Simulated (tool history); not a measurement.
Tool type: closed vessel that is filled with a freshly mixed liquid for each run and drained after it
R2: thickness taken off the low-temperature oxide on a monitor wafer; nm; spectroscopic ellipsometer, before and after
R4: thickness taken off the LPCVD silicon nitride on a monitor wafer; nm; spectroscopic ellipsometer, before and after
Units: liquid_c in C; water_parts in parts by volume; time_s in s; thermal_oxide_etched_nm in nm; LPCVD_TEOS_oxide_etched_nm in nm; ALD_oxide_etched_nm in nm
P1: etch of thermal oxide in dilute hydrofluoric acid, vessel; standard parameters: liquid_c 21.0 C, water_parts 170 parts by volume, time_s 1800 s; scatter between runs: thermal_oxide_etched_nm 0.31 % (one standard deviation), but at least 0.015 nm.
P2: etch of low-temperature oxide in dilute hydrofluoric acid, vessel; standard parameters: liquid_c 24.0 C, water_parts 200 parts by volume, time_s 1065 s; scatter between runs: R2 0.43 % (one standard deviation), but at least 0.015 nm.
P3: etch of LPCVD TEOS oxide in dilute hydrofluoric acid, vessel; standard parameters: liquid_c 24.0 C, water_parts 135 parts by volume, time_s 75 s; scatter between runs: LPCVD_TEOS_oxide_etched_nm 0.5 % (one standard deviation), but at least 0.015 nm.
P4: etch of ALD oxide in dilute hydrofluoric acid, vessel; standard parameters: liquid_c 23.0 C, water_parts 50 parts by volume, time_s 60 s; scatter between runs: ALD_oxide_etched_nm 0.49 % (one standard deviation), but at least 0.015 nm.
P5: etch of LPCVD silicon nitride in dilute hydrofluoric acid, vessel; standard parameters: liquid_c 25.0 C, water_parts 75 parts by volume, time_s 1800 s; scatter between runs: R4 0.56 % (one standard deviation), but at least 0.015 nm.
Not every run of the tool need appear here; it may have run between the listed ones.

{"run": 1, "hour": 15.9, "process": "P1", "liquid_c": 21.0, "water_parts": 170, "time_s": 1800, "thermal_oxide_etched_nm": 41.363}
{"run": 2, "hour": 32.5, "process": "P2", "liquid_c": 24.0, "water_parts": 200, "time_s": 1815, "R2": 85.072}
{"run": 3, "hour": 49.9, "process": "P3", "liquid_c": 24.0, "water_parts": 135, "time_s": 75, "LPCVD_TEOS_oxide_etched_nm": 24.788}
{"run": 4, "hour": 67.8, "process": "P3", "liquid_c": 24.0, "water_parts": 50, "time_s": 75, "LPCVD_TEOS_oxide_etched_nm": 74.381}
{"run": 5, "hour": 77.7, "process": "P1", "liquid_c": 28.5, "water_parts": 170, "time_s": 1800, "thermal_oxide_etched_nm": 54.32}
{"run": 6, "hour": 91.5, "process": "P1", "liquid_c": 17.0, "water_parts": 170, "time_s": 1800, "thermal_oxide_etched_nm": 35.264}
{"run": 7, "hour": 101.0, "process": "P1", "liquid_c": 21.0, "water_parts": 295, "time_s": 1800, "thermal_oxide_etched_nm": 20.983}
{"run": 8, "hour": 116.2, "process": "P2", "liquid_c": 24.0, "water_parts": 75, "time_s": 1065, "R2": 155.38}
{"run": 9, "hour": 133.8, "process": "P5", "liquid_c": 25.0, "water_parts": 75, "time_s": 1800, "R4": 12.564}
{"run": 10, "hour": 145.2, "process": "P4", "liquid_c": 31.0, "water_parts": 50, "time_s": 60, "ALD_oxide_etched_nm": 16.031}
{"run": 11, "hour": 156.8, "process": "P5", "liquid_c": 25.0, "water_parts": 120, "time_s": 1800, "R4": 7.9078}
{"run": 12, "hour": 167.0, "process": "P2", "liquid_c": 24.0, "water_parts": 200, "time_s": 1065, "R2": 49.886}
{"run": 13, "hour": 176.9, "process": "P4", "liquid_c": 23.0, "water_parts": 50, "time_s": 35, "ALD_oxide_etched_nm": 6.8381}
{"run": 14, "hour": 189.3, "process": "P1", "liquid_c": 21.0, "water_parts": 170, "time_s": 1800, "thermal_oxide_etched_nm": 41.418}
{"run": 15, "hour": 199.6, "process": "P3", "liquid_c": 24.0, "water_parts": 135, "time_s": 145, "LPCVD_TEOS_oxide_etched_nm": 47.981}
{"run": 16, "hour": 207.7, "process": "P1", "liquid_c": 21.0, "water_parts": 235, "time_s": 3185, "thermal_oxide_etched_nm": 49.471}
{"run": 17, "hour": 224.5, "process": "P3", "liquid_c": 30.0, "water_parts": 135, "time_s": 75, "LPCVD_TEOS_oxide_etched_nm": 30.888}
{"run": 18, "hour": 234.4, "process": "P2", "liquid_c": 24.0, "water_parts": 200, "time_s": 1065, "R2": 50.492}
{"run": 19, "hour": 247.6, "process": "P1", "liquid_c": 21.0, "water_parts": 75, "time_s": 1800, "thermal_oxide_etched_nm": 103.45}
{"run": 20, "hour": 264.2, "process": "P4", "liquid_c": 23.0, "water_parts": 50, "time_s": 60, "ALD_oxide_etched_nm": 11.777}
{"hour": 265.0, "done": "hydrofluoric acid flow meter replaced"}
{"run": 21, "hour": 278.3, "process": "P1", "liquid_c": 21.0, "water_parts": 245, "time_s": 3130, "thermal_oxide_etched_nm": 46.219}
{"hour": 287.4, "done": "thermometer replaced"}
{"run": 22, "hour": 288.8, "process": "P1", "liquid_c": 21.0, "water_parts": 170, "time_s": 970, "thermal_oxide_etched_nm": 22.169}
{"run": 23, "hour": 306.8, "process": "P1", "liquid_c": 21.0, "water_parts": 170, "time_s": 1800, "thermal_oxide_etched_nm": 41.536}
{"run": 24, "hour": 316.5, "process": "P1", "liquid_c": 21.0, "water_parts": 170, "time_s": 1800, "thermal_oxide_etched_nm": 41.317}
{"run": 25, "hour": 330.4, "process": "P1", "liquid_c": 21.0, "water_parts": 170, "time_s": 1800, "thermal_oxide_etched_nm": 41.232}
{"run": 26, "hour": 340.6, "process": "P5", "liquid_c": 25.0, "water_parts": 75, "time_s": 745, "R4": 5.1634}
{"run": 27, "hour": 350.2, "process": "P4", "liquid_c": 23.0, "water_parts": 85, "time_s": 60, "ALD_oxide_etched_nm": 6.5947}
{"run": 28, "hour": 361.7, "process": "P1", "liquid_c": 21.0, "water_parts": 170, "time_s": 1800, "thermal_oxide_etched_nm": 41.485}
{"run": 29, "hour": 373.9, "process": "P5", "liquid_c": 25.0, "water_parts": 75, "time_s": 1800, "R4": 12.707}
{"run": 30, "hour": 390.5, "process": "P5", "liquid_c": 30.0, "water_parts": 75, "time_s": 1800, "R4": 17.511}
{"run": 31, "hour": 404.1, "process": "P2", "liquid_c": 17.0, "water_parts": 200, "time_s": 1065, "R2": 38.317}
{"run": 32, "hour": 421.5, "process": "P1", "liquid_c": 21.0, "water_parts": 170, "time_s": 2605, "thermal_oxide_etched_nm": 59.38}
{"run": 33, "hour": 430.8, "process": "P1", "liquid_c": 21.0, "water_parts": 170, "time_s": 1800, "thermal_oxide_etched_nm": 41.408}
{"run": 34, "hour": 446.1, "process": "P1", "liquid_c": 21.0, "water_parts": 170, "time_s": 1800, "thermal_oxide_etched_nm": 39.408}
{"run": 35, "hour": 455.0, "process": "P1", "liquid_c": 21.0, "water_parts": 170, "time_s": 1800, "thermal_oxide_etched_nm": 38.855}
{"run": 36, "hour": 467.5, "process": "P1", "liquid_c": 21.0, "water_parts": 170, "time_s": 1800, "thermal_oxide_etched_nm": 38.426}
{"run": 37, "hour": 476.9, "process": "P1", "liquid_c": 21.0, "water_parts": 170, "time_s": 1800, "thermal_oxide_etched_nm": 38.251}
{"run": 38, "hour": 487.3, "process": "P1", "liquid_c": 21.0, "water_parts": 170, "time_s": 1800, "thermal_oxide_etched_nm": 38.067}
{"run": 39, "hour": 502.9, "process": "P1", "liquid_c": 21.0, "water_parts": 170, "time_s": 1800, "thermal_oxide_etched_nm": 38.204}

P1 no longer gives what it gave before; its output has crept away from where it was. The following 2 causes, each at its listed size, fit the log equally well:
A: liquid colder than its thermometer reads (K) = 2.06
B: hydrofluoric acid flow below the setpoint (%) = 6.6
At approximately hour 430.8, the process output began to creep.

Of the 4 check runs listed below, each run on one wafer and each result written as a question mark, which would let you distinguish the listed causes because they would give clearly different results?
{"run": "check 1", "hour": 518.5, "process": "P4", "liquid_c": 31.0, "water_parts": 85, "time_s": 60, "ALD_oxide_etched_nm": "?"}
{"run": "check 2", "hour": 518.5, "process": "P3", "liquid_c": 29.5, "water_parts": 135, "time_s": 75, "LPCVD_TEOS_oxide_etched_nm": "?"}
{"run": "check 3", "hour": 518.5, "process": "P2", "liquid_c": 17.0, "water_parts": 200, "time_s": 1065, "R2": "?"}
{"run": "check 4", "hour": 518.5, "process": "P5", "liquid_c": 25.0, "water_parts": 100, "time_s": 1800, "R4": "?"}

Outcome of each check run for each possible cause:
check=check_1 result=ALD_oxide_etched_nm if_A=8.3492 if_B=8.3584
check=check_2 result=LPCVD_TEOS_oxide_etched_nm if_A=28.195 if_B=28.063
check=check_3 result=R2 if_A=35.228 if_B=35.297
check=check_4 result=R4 if_A=8.2784 if_B=8.8621
Separation of the two closest causes in each check, using whichever result separates them best: check 1 0.11 %; check 2 0.47 %; check 3 0.2 %; check 4 6.81 %
Only check 4 tells the causes apart: in the others they would give nearly the same result.

After running check 4, the following was obtained: R4 8.2071 nm. Which cause does this point to?

It is A: liquid colder than its thermometer reads (K).

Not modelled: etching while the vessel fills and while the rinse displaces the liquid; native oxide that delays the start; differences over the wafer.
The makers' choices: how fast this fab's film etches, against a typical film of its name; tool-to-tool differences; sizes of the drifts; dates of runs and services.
